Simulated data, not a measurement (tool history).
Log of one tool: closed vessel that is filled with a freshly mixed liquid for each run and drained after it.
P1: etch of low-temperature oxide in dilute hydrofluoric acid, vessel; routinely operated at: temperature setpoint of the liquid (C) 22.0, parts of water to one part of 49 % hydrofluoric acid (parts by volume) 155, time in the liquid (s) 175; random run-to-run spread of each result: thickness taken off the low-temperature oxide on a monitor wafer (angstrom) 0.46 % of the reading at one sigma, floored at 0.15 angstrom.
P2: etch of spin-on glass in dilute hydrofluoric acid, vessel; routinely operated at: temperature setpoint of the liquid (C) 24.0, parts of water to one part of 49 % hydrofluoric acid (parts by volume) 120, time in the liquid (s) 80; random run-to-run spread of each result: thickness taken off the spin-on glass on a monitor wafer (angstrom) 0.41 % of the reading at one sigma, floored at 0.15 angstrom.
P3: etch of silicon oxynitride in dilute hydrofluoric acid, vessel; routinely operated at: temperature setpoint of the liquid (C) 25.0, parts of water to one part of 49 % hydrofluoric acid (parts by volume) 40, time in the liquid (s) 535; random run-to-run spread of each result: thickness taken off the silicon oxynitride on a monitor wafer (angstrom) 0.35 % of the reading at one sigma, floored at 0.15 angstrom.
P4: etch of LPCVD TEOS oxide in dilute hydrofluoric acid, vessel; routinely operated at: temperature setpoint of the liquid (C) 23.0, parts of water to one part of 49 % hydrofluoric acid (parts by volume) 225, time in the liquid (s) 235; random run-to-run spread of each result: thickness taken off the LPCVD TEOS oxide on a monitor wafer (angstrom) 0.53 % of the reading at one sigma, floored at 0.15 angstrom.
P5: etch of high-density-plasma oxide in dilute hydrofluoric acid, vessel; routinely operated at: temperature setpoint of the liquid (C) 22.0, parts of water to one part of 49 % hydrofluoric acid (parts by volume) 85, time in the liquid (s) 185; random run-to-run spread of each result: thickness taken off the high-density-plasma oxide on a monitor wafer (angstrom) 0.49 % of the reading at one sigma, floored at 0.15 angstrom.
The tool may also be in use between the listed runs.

run,day,process that ran,temperature setpoint of the liquid (C),parts of water to one part of 49 % hydrofluoric acid (parts by volume),time in the liquid (s),hours since the thermometer was replaced,hours since the hydrofluoric acid flow meter was replaced,thickness taken off the low-temperature oxide on a monitor wafer (angstrom),thickness taken off the LPCVD TEOS oxide on a monitor wafer (angstrom),thickness taken off the silicon oxynitride on a monitor wafer (angstrom),thickness taken off the spin-on glass on a monitor wafer (angstrom),thickness taken off the high-density-plasma oxide on a monitor wafer (angstrom)
1,0.654,P1,22.0,155,175,624.5,487.0,191.110,,,,
2,1.267,P4,23.0,225,425,639.2,501.7,,346.53,,,
3,1.767,P3,25.0,40,535,651.2,513.7,,,404.90,,
4,2.433,P4,17.0,225,235,667.2,529.7,,154.25,,,
5,2.962,P2,24.0,120,80,679.9,542.4,,,,337.48,
6,3.404,P1,22.0,155,175,690.5,553.0,191.650,,,,
7,4.192,P1,22.0,275,175,709.4,571.9,95.805,,,,
8,4.946,P5,22.0,150,185,727.5,590.0,,,,,73.318
9,5.658,P3,25.0,40,1065,744.6,607.1,,,803.64,,
10,6.112,P1,22.0,155,55,755.5,618.0,60.534,,,,
11,6.621,P5,30.5,85,185,767.7,630.2,,,,,195.630
12,7.346,P2,24.0,120,30,785.1,647.6,,,,127.38,
13,7.975,P1,22.0,75,175,800.2,662.7,433.540,,,,
14,8.646,P1,17.0,155,175,816.3,678.8,156.180,,,,
15,9.304,P4,23.0,325,235,832.1,694.6,,121.81,,,
16,10.025,P1,22.0,155,175,849.4,711.9,192.710,,,,
17,10.800,P3,25.0,25,535,868.0,730.5,,,653.49,,
18,11.308,P5,22.0,85,185,880.2,742.7,,,,,139.270
19,11.900,P2,17.0,120,80,894.4,756.9,,,,256.76,
20,12.621,P2,24.0,215,80,911.7,774.2,,,,169.84,
21,13.212,P3,25.0,40,535,925.9,788.4,,,403.59,,
22,13.671,P1,27.5,155,175,936.9,799.4,234.270,,,,
23,14.283,P1,22.0,155,175,951.6,814.1,189.780,,,,
24,14.738,P1,22.0,240,95,962.5,825.0,61.668,,,,
25,15.171,P5,22.0,85,265,972.9,835.4,,,,,201.560
26,15.738,P4,23.0,225,235,986.5,849.0,,190.81,,,
27,16.262,P3,18.5,40,535,999.1,861.6,,,295.64,,
28,16.758,P1,22.0,155,175,1011.0,873.5,191.170,,,,
29,17.138,P2,24.0,120,80,1020.1,882.6,,,,338.88,
30,17.608,P1,22.0,155,255,1031.4,893.9,279.820,,,,
31,18.238,P1,22.0,155,175,1046.5,909.0,190.930,,,,
32,18.912,P1,22.0,155,175,1062.7,925.2,192.650,,,,
33,19.375,P1,22.0,155,175,1073.8,936.3,195.520,,,,
34,19.854,P1,22.0,155,175,1085.3,947.8,198.760,,,,
35,20.492,P1,22.0,155,175,1100.6,963.1,201.760,,,,
36,20.846,P1,22.0,155,175,1109.1,971.6,202.000,,,,
37,21.608,P1,22.0,155,175,1127.4,989.9,202.740,,,,
38,22.312,P1,22.0,155,175,1144.3,1006.8,204.300,,,,
39,23.025,P1,22.0,155,175,1161.4,1023.9,205.360,,,,
40,23.600,P1,22.0,155,175,1175.2,1037.7,204.880,,,,

What will run 41 give?
41,24.012,P1,22.0,155,175,1185.1,1047.6,?,,,,

thickness taken off the low-temperature oxide on a monitor wafer (angstrom): 206.970
